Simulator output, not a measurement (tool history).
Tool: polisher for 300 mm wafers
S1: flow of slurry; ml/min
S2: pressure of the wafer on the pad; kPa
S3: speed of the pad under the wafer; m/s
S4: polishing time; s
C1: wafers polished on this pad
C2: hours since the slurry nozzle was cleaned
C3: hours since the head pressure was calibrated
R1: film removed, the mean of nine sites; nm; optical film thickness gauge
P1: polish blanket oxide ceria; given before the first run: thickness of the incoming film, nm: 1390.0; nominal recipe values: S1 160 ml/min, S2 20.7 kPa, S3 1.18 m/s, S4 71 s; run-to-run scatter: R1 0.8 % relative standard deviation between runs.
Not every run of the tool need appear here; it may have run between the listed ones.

run	hour	S1	S2	S3	S4	C1	C2	C3	R1
1	5.3	160	20.7	1.18	71	285	120.3	538.2	369.59
2	10.4	160	29	1.18	71	336	125.4	543.3	522.39
3	13.5	160	20.7	1.18	71	367	128.5	546.4	376.52
4	16.8	160	20.7	1.88	71	400	131.8	549.7	585.62
5	19.7	160	20.7	1.18	71	429	134.7	552.6	370.14
6	24.1	160	31	1.6	71	473	139.1	557	754.84
7	28.2	160	13.1	1.18	71	514	143.2	561.1	230.11
8	32.7	95	20.7	1.18	71	559	147.7	565.6	333.46
9	35.7	160	20.7	1.18	71	590	150.7	568.6	369.62
10	38.6	220	20.7	1.18	71	619	153.6	571.5	389.72
11	40.9	160	20.7	1.18	95	642	155.9	573.8	502.13
12	45	160	20.7	1.18	71	683	160	577.9	371.33
13	49.5	160	20.7	0.82	71	728	164.5	582.4	259.74
14	53.7	160	20.7	1.18	71	770	168.7	586.6	366.86
15	57.8	160	20.7	1.18	71	811	172.8	590.7	374.91
16	63	160	20.7	1.18	40	863	178	595.9	207.54
17	66.4	160	20.7	1.18	71	897	181.4	599.3	372.44
18	70.9	160	20.7	1.18	71	942	185.9	603.8	356.45
19	76.2	160	20.7	1.18	71	995	191.2	609.1	348.23
20	78.6	160	20.7	1.18	71	1019	193.6	611.5	346.28
21	81.3	160	20.7	1.18	71	1046	196.3	614.2	343.57
22	84.3	160	20.7	1.18	71	1077	199.3	617.2	345.11
23	88.4	160	20.7	1.18	71	1118	203.4	621.3	341.72
# hour 91: worn pad replaced by a new one
24	91.4	160	20.7	1.18	71	4	206.4	624.3	339.8
25	96.5	160	20.7	1.18	71	55	211.5	629.4	334.29
26	101.8	160	20.7	1.18	71	108	216.8	634.7	343.51
27	106.1	160	20.7	1.18	71	151	221.1	639	338.22

What P1 gives has crept off from where it sat before. The 2 causes that follow fit the log equally well, each at the size noted:
A: slurry flow missing at the pad, % = 36.3
B: head's pressure below its setpoint, % = 8.67
The gradual shift began around hour 66.4.
Excluded causes, each with its reason:
removal rate lost through wear of the pad, %: serviced at hour 91, after the drift had started, without restoring the earlier output

Of the 4 check runs below, each run on 2 wafers with the results averaged and each result still a question mark, which one would tell the listed causes apart?
check 1	110.4	100	20.7	1.18	71				?
check 2	110.4	160	16.5	1.18	56				?
check 3	110.4	160	16.5	1.18	71				?
check 4	110.4	160	20.7	1.18	88				?

Expected result of each check under each candidate cause:
check	result	if A	if B
check 1	R1	293.23	307.19
check 2	R1	213.23	213.22
check 3	R1	270.35	270.34
check 4	R1	418.85	418.83
Per-check spread between the two closest causes, in the result where they differ most: check 1 4.65 %; check 2 0 %; check 3 0 %; check 4 0 %
The causes can be told apart only by check 1. The other checks would give nearly the same results under each of them.

Running check 1 produced the following: R1 306.08 nm. Which one of the listed causes fits?

It is B: head's pressure below its setpoint, %.
